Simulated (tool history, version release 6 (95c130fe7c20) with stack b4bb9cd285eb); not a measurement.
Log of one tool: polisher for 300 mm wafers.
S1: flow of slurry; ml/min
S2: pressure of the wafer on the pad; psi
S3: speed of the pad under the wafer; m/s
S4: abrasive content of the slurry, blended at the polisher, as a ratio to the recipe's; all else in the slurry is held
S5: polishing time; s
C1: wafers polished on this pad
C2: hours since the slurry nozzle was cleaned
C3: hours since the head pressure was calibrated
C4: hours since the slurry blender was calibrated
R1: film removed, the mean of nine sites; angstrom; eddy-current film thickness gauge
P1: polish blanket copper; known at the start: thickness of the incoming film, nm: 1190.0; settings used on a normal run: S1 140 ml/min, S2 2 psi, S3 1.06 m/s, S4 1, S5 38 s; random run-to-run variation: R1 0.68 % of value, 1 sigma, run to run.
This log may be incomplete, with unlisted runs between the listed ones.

{"run": 1, "hour": 5.3, "S1": 140, "S2": 2, "S3": 1.06, "S4": 1, "S5": 38, "C1": 219, "C2": 541.3, "C3": 142.5, "C4": 18.4, "R1": 900.21}
{"run": 2, "hour": 10.2, "S1": 140, "S2": 2, "S3": 1.06, "S4": 1, "S5": 38, "C1": 292, "C2": 546.2, "C3": 147.4, "C4": 23.3, "R1": 910.43}
{"run": 3, "hour": 14.4, "S1": 140, "S2": 2.7, "S3": 1.06, "S4": 1, "S5": 38, "C1": 355, "C2": 550.4, "C3": 151.6, "C4": 27.5, "R1": 1203.2}
{"run": 4, "hour": 18.7, "S1": 140, "S2": 2, "S3": 1.06, "S4": 1, "S5": 38, "C1": 420, "C2": 554.7, "C3": 155.9, "C4": 31.8, "R1": 909.44}
{"run": 5, "hour": 25.2, "S1": 140, "S2": 2.8, "S3": 1.06, "S4": 1, "S5": 48, "C1": 518, "C2": 561.2, "C3": 162.4, "C4": 38.3, "R1": 1594.7}
{"run": 6, "hour": 29.1, "S1": 140, "S2": 1, "S3": 1.06, "S4": 1, "S5": 38, "C1": 576, "C2": 565.1, "C3": 166.3, "C4": 42.2, "R1": 450.67}
{"run": 7, "hour": 36.1, "S1": 210, "S2": 2, "S3": 1.06, "S4": 1, "S5": 38, "C1": 681, "C2": 572.1, "C3": 173.3, "C4": 49.2, "R1": 959.19}
{"run": 8, "hour": 40.8, "S1": 140, "S2": 2.8, "S3": 1.06, "S4": 1, "S5": 53, "C1": 752, "C2": 576.8, "C3": 178, "C4": 53.9, "R1": 1751.3}
{"run": 9, "hour": 48.1, "S1": 140, "S2": 2, "S3": 1.06, "S4": 1, "S5": 17, "C1": 862, "C2": 584.1, "C3": 185.3, "C4": 61.2, "R1": 401.7}
{"run": 10, "hour": 52.2, "S1": 140, "S2": 2, "S3": 1.06, "S4": 1, "S5": 53, "C1": 923, "C2": 588.2, "C3": 189.4, "C4": 65.3, "R1": 1265.3}
{"run": 11, "hour": 58.2, "S1": 90, "S2": 2, "S3": 1.06, "S4": 1, "S5": 38, "C1": 1013, "C2": 594.2, "C3": 195.4, "C4": 71.3, "R1": 815.67}
{"run": 12, "hour": 64.1, "S1": 140, "S2": 2, "S3": 1.4, "S4": 1, "S5": 38, "C1": 1102, "C2": 600.1, "C3": 201.3, "C4": 77.2, "R1": 1191.6}
{"run": 13, "hour": 70.3, "S1": 140, "S2": 2, "S3": 1.06, "S4": 1.45, "S5": 38, "C1": 1195, "C2": 606.3, "C3": 207.5, "C4": 83.4, "R1": 972.52}
{"run": 14, "hour": 75.8, "S1": 140, "S2": 2, "S3": 1.06, "S4": 1, "S5": 38, "C1": 1278, "C2": 611.8, "C3": 213, "C4": 88.9, "R1": 901.06}
{"run": 15, "hour": 81.7, "S1": 140, "S2": 2, "S3": 1.06, "S4": 1, "S5": 38, "C1": 1366, "C2": 617.7, "C3": 218.9, "C4": 94.8, "R1": 897.87}
{"run": 16, "hour": 87.8, "S1": 140, "S2": 1.1, "S3": 1.06, "S4": 0.75, "S5": 38, "C1": 1458, "C2": 623.8, "C3": 225, "C4": 100.9, "R1": 464.09}
{"run": 17, "hour": 92.4, "S1": 140, "S2": 2, "S3": 1.06, "S4": 0.55, "S5": 38, "C1": 1527, "C2": 628.4, "C3": 229.6, "C4": 105.5, "R1": 794.56}
{"run": 18, "hour": 99.4, "S1": 140, "S2": 2, "S3": 0.48, "S4": 1, "S5": 38, "C1": 1632, "C2": 635.4, "C3": 236.6, "C4": 112.5, "R1": 406.41}
{"run": 19, "hour": 105.8, "S1": 140, "S2": 2, "S3": 1.06, "S4": 1, "S5": 38, "C1": 1728, "C2": 641.8, "C3": 243, "C4": 118.9, "R1": 896.25}
{"run": 20, "hour": 111.8, "S1": 140, "S2": 2, "S3": 1.06, "S4": 1, "S5": 38, "C1": 1819, "C2": 647.8, "C3": 249, "C4": 124.9, "R1": 851.16}
{"run": 21, "hour": 119.7, "S1": 140, "S2": 2, "S3": 1.06, "S4": 1, "S5": 38, "C1": 1937, "C2": 655.7, "C3": 256.9, "C4": 132.8, "R1": 816.34}
{"hour": 120.2, "done": "worn pad replaced by a new one"}
{"hour": 120.5, "done": "slurry blender recalibrated"}
{"run": 22, "hour": 124.7, "S1": 140, "S2": 2, "S3": 1.06, "S4": 1, "S5": 38, "C1": 68, "C2": 660.7, "C3": 261.9, "C4": 4.3, "R1": 816.79}
{"run": 23, "hour": 131.6, "S1": 140, "S2": 2, "S3": 1.06, "S4": 1, "S5": 38, "C1": 172, "C2": 667.6, "C3": 268.8, "C4": 11.2, "R1": 811.03}
{"run": 24, "hour": 135.2, "S1": 140, "S2": 2, "S3": 1.06, "S4": 1, "S5": 38, "C1": 226, "C2": 671.2, "C3": 272.4, "C4": 14.8, "R1": 802.04}
{"run": 25, "hour": 141.6, "S1": 140, "S2": 2, "S3": 1.06, "S4": 1, "S5": 38, "C1": 322, "C2": 677.6, "C3": 278.8, "C4": 21.2, "R1": 794.71}

Compared with where it was, what P1 gives has crept away. Each cause listed below fits the log as well as the rest, at the size given for it:
A: slurry flow missing at the pad, % = 39.4
B: head's pressure below its setpoint, % = 11
Onset of the creep was near hour 105.8.
Other possible causes, and why each is ruled out:
removal rate lost through wear of the pad, %: was serviced at hour 120.2, once the creep was under way, yet the earlier output never came back
abrasive missing from the slurry, %: was serviced at hour 120.5, once the creep was under way, yet the earlier output never came back

You are offered 4 check runs, listed below with question marks in place of their results; each one averages 5 wafers. Which run separates the listed causes by giving clearly different results for each?
{"run": "check 1", "hour": 148.0, "S1": 140, "S2": 1.3, "S3": 1.06, "S4": 0.55, "S5": 38, "R1": "?"}
{"run": "check 2", "hour": 148.0, "S1": 180, "S2": 2, "S3": 1.06, "S4": 0.65, "S5": 38, "R1": "?"}
{"run": "check 3", "hour": 148.0, "S1": 140, "S2": 2.6, "S3": 1.06, "S4": 1.45, "S5": 38, "R1": "?"}
{"run": "check 4", "hour": 148.0, "S1": 140, "S2": 2, "S3": 1.06, "S4": 0.7, "S5": 38, "R1": "?"}

Check results expected under each cause:
check=check_1 result=R1 if_A=459.86 if_B=459.95
check=check_2 result=R1 if_A=780.8 if_B=762.65
check=check_3 result=R1 if_A=1128.8 if_B=1129
check=check_4 result=R1 if_A=742.77 if_B=742.91
Distance between the nearest two causes, measured in the result of the check that separates them most: check 1 0.02 %; check 2 2.35 %; check 3 0.02 %; check 4 0.02 %
Only in check 2 would the causes give clearly different results; in the remaining checks their results would be nearly the same.

Here is what check 2 returned: R1 759.47 angstrom. Which cause is it?

The correct cause is B, namely: head's pressure below its setpoint, %.
